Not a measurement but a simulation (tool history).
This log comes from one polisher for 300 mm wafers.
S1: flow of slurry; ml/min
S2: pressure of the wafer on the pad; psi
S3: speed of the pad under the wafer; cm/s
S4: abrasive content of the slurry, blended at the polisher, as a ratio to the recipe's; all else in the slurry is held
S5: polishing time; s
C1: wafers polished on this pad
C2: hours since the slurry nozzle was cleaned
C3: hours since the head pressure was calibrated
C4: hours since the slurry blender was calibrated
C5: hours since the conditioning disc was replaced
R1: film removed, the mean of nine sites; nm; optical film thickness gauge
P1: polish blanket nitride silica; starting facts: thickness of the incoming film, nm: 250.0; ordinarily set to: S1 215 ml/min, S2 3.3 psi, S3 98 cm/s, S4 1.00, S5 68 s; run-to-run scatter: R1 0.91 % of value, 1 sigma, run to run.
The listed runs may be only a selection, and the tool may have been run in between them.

Run 1, hour 5.5: S1 215 ml/min, S2 3.3 psi, S3 98 cm/s, S4 1.00, S5 68 s; C1 786; C2 100.8; C3 295.9; C4 155.8; C5 138.3. Result: R1 36.641 nm.
Run 2, hour 12.7: S1 215 ml/min, S2 5.2 psi, S3 98 cm/s, S4 1.00, S5 68 s; C1 838; C2 108.0; C3 303.1; C4 163.0; C5 145.5. Result: R1 58.186 nm.
Run 3, hour 20.1: S1 215 ml/min, S2 3.3 psi, S3 98 cm/s, S4 0.50, S5 68 s; C1 891; C2 115.4; C3 310.5; C4 170.4; C5 152.9. Result: R1 24.928 nm.
Run 4, hour 26.4: S1 215 ml/min, S2 3.3 psi, S3 98 cm/s, S4 1.00, S5 97 s; C1 937; C2 121.7; C3 316.8; C4 176.7; C5 159.2. Result: R1 53.553 nm.
Run 5, hour 31.9: S1 215 ml/min, S2 3.3 psi, S3 98 cm/s, S4 1.00, S5 68 s; C1 976; C2 127.2; C3 322.3; C4 182.2; C5 164.7. Result: R1 36.631 nm.
Run 6, hour 38.4: S1 215 ml/min, S2 1.5 psi, S3 98 cm/s, S4 1.00, S5 68 s; C1 1023; C2 133.7; C3 328.8; C4 188.7; C5 171.2. Result: R1 16.755 nm.
Run 7, hour 48.2: S1 215 ml/min, S2 3.3 psi, S3 148 cm/s, S4 1.00, S5 88 s; C1 1093; C2 143.5; C3 338.6; C4 198.5; C5 181.0. Result: R1 65.857 nm.
Run 8, hour 57.2: S1 305 ml/min, S2 3.3 psi, S3 98 cm/s, S4 1.00, S5 68 s; C1 1158; C2 152.5; C3 347.6; C4 207.5; C5 190.0. Result: R1 38.079 nm.
Run 9, hour 65.0: S1 215 ml/min, S2 3.3 psi, S3 154 cm/s, S4 1.00, S5 68 s; C1 1214; C2 160.3; C3 355.4; C4 215.3; C5 197.8. Result: R1 52.510 nm.
Run 10, hour 69.6: S1 215 ml/min, S2 3.3 psi, S3 98 cm/s, S4 1.00, S5 33 s; C1 1247; C2 164.9; C3 360.0; C4 219.9; C5 202.4. Result: R1 17.748 nm.
Run 11, hour 76.1: S1 215 ml/min, S2 3.3 psi, S3 98 cm/s, S4 1.45, S5 68 s; C1 1294; C2 171.4; C3 366.5; C4 226.4; C5 208.9. Result: R1 42.548 nm.
Run 12, hour 85.2: S1 130 ml/min, S2 3.3 psi, S3 98 cm/s, S4 1.00, S5 68 s; C1 1360; C2 180.5; C3 375.6; C4 235.5; C5 218.0. Result: R1 33.573 nm.
Run 13, hour 93.9: S1 215 ml/min, S2 3.3 psi, S3 98 cm/s, S4 1.00, S5 68 s; C1 1422; C2 189.2; C3 384.3; C4 244.2; C5 226.7. Result: R1 36.183 nm.
Run 14, hour 103.0: S1 215 ml/min, S2 3.3 psi, S3 98 cm/s, S4 1.00, S5 68 s; C1 1488; C2 198.3; C3 393.4; C4 253.3; C5 235.8. Result: R1 36.404 nm.
Run 15, hour 111.7: S1 215 ml/min, S2 3.3 psi, S3 98 cm/s, S4 1.00, S5 68 s; C1 1550; C2 207.0; C3 402.1; C4 262.0; C5 244.5. Result: R1 36.683 nm.
Run 16, hour 119.9: S1 215 ml/min, S2 3.3 psi, S3 44 cm/s, S4 1.00, S5 68 s; C1 1609; C2 215.2; C3 410.3; C4 270.2; C5 252.7. Result: R1 19.383 nm.
Run 17, hour 128.1: S1 215 ml/min, S2 4.5 psi, S3 150 cm/s, S4 1.00, S5 68 s; C1 1668; C2 223.4; C3 418.5; C4 278.4; C5 260.9. Result: R1 70.353 nm.
Run 18, hour 137.1: S1 215 ml/min, S2 3.3 psi, S3 98 cm/s, S4 1.00, S5 68 s; C1 1733; C2 232.4; C3 427.5; C4 287.4; C5 269.9. Result: R1 36.419 nm.
Run 19, hour 143.2: S1 215 ml/min, S2 3.3 psi, S3 98 cm/s, S4 1.00, S5 68 s; C1 1777; C2 238.5; C3 433.6; C4 293.5; C5 276.0. Result: R1 35.243 nm.
Run 20, hour 152.4: S1 215 ml/min, S2 3.3 psi, S3 98 cm/s, S4 1.00, S5 68 s; C1 1843; C2 247.7; C3 442.8; C4 302.7; C5 285.2. Result: R1 34.094 nm.
Run 21, hour 162.0: S1 215 ml/min, S2 3.3 psi, S3 98 cm/s, S4 1.00, S5 68 s; C1 1912; C2 257.3; C3 452.4; C4 312.3; C5 294.8. Result: R1 33.055 nm.
At hour 166.8: conditioning disc replaced and pad reconditioned.
Run 22, hour 168.4: S1 215 ml/min, S2 3.3 psi, S3 98 cm/s, S4 1.00, S5 68 s; C1 1958; C2 263.7; C3 458.8; C4 318.7; C5 1.7. Result: R1 33.367 nm.
At hour 175.0: slurry nozzle cleaned.
Run 23, hour 175.7: S1 215 ml/min, S2 3.3 psi, S3 98 cm/s, S4 1.00, S5 68 s; C1 2011; C2 0.8; C3 466.1; C4 326.0; C5 9.0. Result: R1 33.086 nm.
Run 24, hour 185.6: S1 215 ml/min, S2 3.3 psi, S3 98 cm/s, S4 1.00, S5 68 s; C1 2082; C2 10.7; C3 476.0; C4 335.9; C5 18.9. Result: R1 32.669 nm.
At hour 187.7: head pressure recalibrated.
Run 25, hour 190.7: S1 215 ml/min, S2 3.3 psi, S3 98 cm/s, S4 1.00, S5 68 s; C1 2119; C2 15.8; C3 3.0; C4 341.0; C5 24.0. Result: R1 32.043 nm.
Run 26, hour 196.4: S1 215 ml/min, S2 3.3 psi, S3 98 cm/s, S4 1.00, S5 68 s; C1 2160; C2 21.5; C3 8.7; C4 346.7; C5 29.7. Result: R1 32.894 nm.
Run 27, hour 203.7: S1 215 ml/min, S2 3.3 psi, S3 98 cm/s, S4 1.00, S5 68 s; C1 2212; C2 28.8; C3 16.0; C4 354.0; C5 37.0. Result: R1 32.390 nm.
Run 28, hour 209.2: S1 215 ml/min, S2 3.3 psi, S3 98 cm/s, S4 1.00, S5 68 s; C1 2252; C2 34.3; C3 21.5; C4 359.5; C5 42.5. Result: R1 32.458 nm.

Compared with where it was, what P1 gives has crept away. Each cause listed below fits the log as well as the rest, at the size given for it:
A: removal rate lost through wear of the pad, % = 11.6
B: abrasive missing from the slurry, % = 22.5
The drift started at roughly hour 137.1.
Every other cause this tool's parts could produce, and why it does not fit the log:
slurry flow missing at the pad, %: serviced after onset, at hour 175.0, with no recovery of the prior output
head's pressure below its setpoint, %: serviced after onset, at hour 187.7, with no recovery of the prior output
time polished since the conditioner stopped cutting, s: serviced after onset, at hour 166.8, with no recovery of the prior output

Which of the check runs below tells the causes apart, meaning the causes would give it clearly different results? Each run uses 3 wafers whose results are averaged, and each result is shown as a question mark.
Run check 1, hour 214.7: S1 130 ml/min, S2 1.5 psi, S3 98 cm/s, S4 1.00, S5 68 s. Result: R1 ?.
Run check 2, hour 214.7: S1 280 ml/min, S2 2.5 psi, S3 98 cm/s, S4 1.00, S5 68 s. Result: R1 ?.
Run check 3, hour 214.7: S1 215 ml/min, S2 5.0 psi, S3 148 cm/s, S4 1.00, S5 68 s. Result: R1 ?.
Run check 4, hour 214.7: S1 215 ml/min, S2 3.3 psi, S3 98 cm/s, S4 0.55, S5 41 s. Result: R1 ?.

Predicted outcomes, by check and by cause:
  check  result    if A    if B
check 1      R1  13.663  13.654
check 2      R1  25.346  25.329
check 3      R1  68.511  68.466
check 4      R1  14.290  13.759
Per-check spread between the two closest causes, in the result where they differ most: check 1 0.07 %; check 2 0.07 %; check 3 0.07 %; check 4 3.79 %
Only check 4 tells the causes apart: in the others they would give nearly the same result.

With check 4 done, the readings were: R1 14.271 nm. Identify which of the listed causes applies.

A is the cause: removal rate lost through wear of the pad, %.
